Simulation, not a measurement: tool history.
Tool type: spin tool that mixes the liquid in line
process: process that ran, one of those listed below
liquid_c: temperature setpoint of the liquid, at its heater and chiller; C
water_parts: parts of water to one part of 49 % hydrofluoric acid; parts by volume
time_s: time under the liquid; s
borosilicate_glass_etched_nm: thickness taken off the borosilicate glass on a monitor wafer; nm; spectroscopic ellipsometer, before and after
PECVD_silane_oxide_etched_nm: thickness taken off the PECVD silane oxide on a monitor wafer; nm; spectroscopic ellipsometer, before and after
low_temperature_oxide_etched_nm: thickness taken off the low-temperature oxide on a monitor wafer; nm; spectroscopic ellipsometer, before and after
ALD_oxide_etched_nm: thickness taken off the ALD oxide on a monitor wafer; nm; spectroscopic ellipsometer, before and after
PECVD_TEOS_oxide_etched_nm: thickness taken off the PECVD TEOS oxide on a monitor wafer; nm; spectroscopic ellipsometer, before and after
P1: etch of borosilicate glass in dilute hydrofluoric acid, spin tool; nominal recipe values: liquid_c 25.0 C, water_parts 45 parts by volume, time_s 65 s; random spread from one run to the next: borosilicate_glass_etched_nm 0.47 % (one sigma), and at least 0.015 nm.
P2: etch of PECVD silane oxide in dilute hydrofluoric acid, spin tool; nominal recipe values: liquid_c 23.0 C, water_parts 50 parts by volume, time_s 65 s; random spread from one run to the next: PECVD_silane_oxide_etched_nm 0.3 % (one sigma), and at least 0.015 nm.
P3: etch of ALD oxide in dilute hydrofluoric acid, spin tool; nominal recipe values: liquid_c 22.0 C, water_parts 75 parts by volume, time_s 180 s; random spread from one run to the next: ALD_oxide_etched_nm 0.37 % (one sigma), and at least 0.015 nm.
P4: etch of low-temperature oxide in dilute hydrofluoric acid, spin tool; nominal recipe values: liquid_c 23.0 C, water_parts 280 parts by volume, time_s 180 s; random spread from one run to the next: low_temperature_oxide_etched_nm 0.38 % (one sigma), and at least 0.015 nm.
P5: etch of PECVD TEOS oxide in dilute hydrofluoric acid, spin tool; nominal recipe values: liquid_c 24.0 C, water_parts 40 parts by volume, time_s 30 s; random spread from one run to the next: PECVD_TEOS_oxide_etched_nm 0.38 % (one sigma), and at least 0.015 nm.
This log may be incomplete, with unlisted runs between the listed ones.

run	hour	process	liquid_c	water_parts	time_s	hours since the thermometer was replaced	hours since the hydrofluoric acid flow meter was replaced	borosilicate_glass_etched_nm	PECVD_silane_oxide_etched_nm	low_temperature_oxide_etched_nm	ALD_oxide_etched_nm	PECVD_TEOS_oxide_etched_nm
1	15.6	P1	25.0	45	65	721.5	448.5	56.177				
2	25.5	P1	25.0	45	65	731.4	458.4	55.330				
3	37.2	P2	23.0	50	30	743.1	470.1		22.827			
4	48.0	P1	25.0	60	65	753.9	480.9	40.919				
5	64.5	P1	25.0	45	65	770.4	497.4	55.829				
6	80.1	P2	23.0	25	65	786.0	513.0		102.610			
7	91.5	P1	31.5	45	65	797.4	524.4	72.561				
8	107.7	P1	25.0	45	65	813.6	540.6	55.986				
9	117.6	P4	23.0	280	180	823.5	550.5			5.4663		
10	131.7	P1	25.0	45	15	837.6	564.6	12.910				
11	144.8	P3	17.0	75	180	850.7	577.7				20.618	
12	158.9	P4	23.0	280	180	864.8	591.8			5.4697		
13	167.3	P2	28.5	50	65	873.2	600.2		62.017			
14	182.3	P1	25.0	45	65	888.2	615.2	55.794				
15	192.3	P1	25.0	45	65	898.2	625.2	56.127				
16	205.0	P3	22.0	75	180	910.9	637.9				25.246	
17	214.2	P1	31.5	25	65	920.1	647.1	133.890				
18	228.3	P4	27.0	280	180	934.2	661.2			6.3278		
19	240.5	P1	25.0	20	65	946.4	673.4	130.140				
20	255.3	P5	24.0	40	30	961.2	688.2					12.4790
21	266.2	P3	22.0	140	180	972.1	699.1				12.650	
22	276.5	P4	23.0	460	180	982.4	709.4			2.8053		
23	292.4	P1	21.0	45	65	998.3	725.3	47.386				
24	306.5	P5	24.0	40	15	1012.4	739.4					6.2775
25	314.0	P2	23.0	50	65	1019.9	746.9		49.625			
26	321.7	P3	22.0	75	45	1027.6	754.6				6.304	
27	332.2	P1	21.0	20	65	1038.1	765.1	109.290				
28	345.1	P5	24.0	25	30	1051.0	778.0					20.6180
29	360.3	P4	23.0	280	45	1066.2	793.2			1.3697		
30	367.6	P1	25.0	45	115	1073.5	800.5	98.743				
31	377.5	P5	19.5	40	30	1083.4	810.4					10.3880

What does the tool deliver on the next run?
32	389.5	P1	25.0	45	65	1095.4	822.4	?				

borosilicate_glass_etched_nm: 56.280 nm

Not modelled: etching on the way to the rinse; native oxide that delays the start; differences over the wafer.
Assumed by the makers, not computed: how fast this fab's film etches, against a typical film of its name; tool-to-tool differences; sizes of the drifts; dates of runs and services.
